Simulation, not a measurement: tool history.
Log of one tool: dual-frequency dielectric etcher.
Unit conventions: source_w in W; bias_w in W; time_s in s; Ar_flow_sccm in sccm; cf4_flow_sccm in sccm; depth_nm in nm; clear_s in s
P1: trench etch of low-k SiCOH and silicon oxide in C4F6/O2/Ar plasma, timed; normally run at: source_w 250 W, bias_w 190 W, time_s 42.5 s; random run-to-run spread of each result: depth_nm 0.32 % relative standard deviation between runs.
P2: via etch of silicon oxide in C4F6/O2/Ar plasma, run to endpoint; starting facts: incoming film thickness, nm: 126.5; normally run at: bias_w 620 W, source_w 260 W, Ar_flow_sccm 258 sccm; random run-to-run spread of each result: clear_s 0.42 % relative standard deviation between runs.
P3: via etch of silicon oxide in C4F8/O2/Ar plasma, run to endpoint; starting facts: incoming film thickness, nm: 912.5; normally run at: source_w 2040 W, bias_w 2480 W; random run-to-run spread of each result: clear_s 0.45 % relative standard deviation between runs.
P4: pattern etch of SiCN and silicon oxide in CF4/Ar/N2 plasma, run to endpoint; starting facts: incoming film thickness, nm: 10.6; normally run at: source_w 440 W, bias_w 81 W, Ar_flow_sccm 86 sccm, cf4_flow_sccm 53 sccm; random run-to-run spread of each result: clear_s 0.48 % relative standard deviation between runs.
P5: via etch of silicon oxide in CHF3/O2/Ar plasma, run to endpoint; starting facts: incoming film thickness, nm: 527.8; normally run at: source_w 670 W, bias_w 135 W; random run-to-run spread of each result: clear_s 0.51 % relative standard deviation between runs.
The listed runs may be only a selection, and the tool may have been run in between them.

run   hour  process  source_w  bias_w  time_s  Ar_flow_sccm  cf4_flow_sccm  depth_nm  clear_s
  1    9.6       P1       250     190    42.5                                 116.92
  2   17.1       P1       250     190    42.5                                 116.67
  3   27.9       P3      2040    2480                                                  164.74
  4   35.8       P4       440      81                   105             53             12.316
  5   47.7       P5       670     135                                                  279.13
  6   56.9       P2       350     620                   258                            26.017
  7   71.3       P1       250     190    26.5                                  73.05
  8   82.2       P1       320     190    42.5                                 128.26
  9     90       P1       250     190    52.5                                 144.67
 10  101.6       P1       180     231    42.5                                 109.71
 11  110.9       P2       260     839                   258                            25.822
 12  122.2       P1       190     190    42.5                                 105.87
 13  129.2       P3      2040    2480                                                   164.4
 14  136.1       P1       250     190    42.5                                 116.76
 15  144.2       P5       670      79                                                  325.35
 16  151.7       P2       260     620                   157                            27.632
 17  163.8       P5       670     135                                                  280.83
 18  177.4       P1       250     190    42.5                                 116.32
 19  190.6       P1       250     128    62.5                                 151.84
 20  200.9       P1       250     261    42.5                                 130.35
 21  215.7       P4       440      51                    86             53             13.897
 22  226.5       P5       940     135                                                  246.33
 23  237.7       P4       440      81                    86             53             11.992
 24  248.3       P4       440      81                    86             64             11.606
 25  258.6       P2       260     620                   258                            28.998

Run 26, settings as shown, results not yet in. Your forecast:
 26  269.6       P3      2040    3281                                                       ?

Logged for run 26: clear_s 149.46 s.
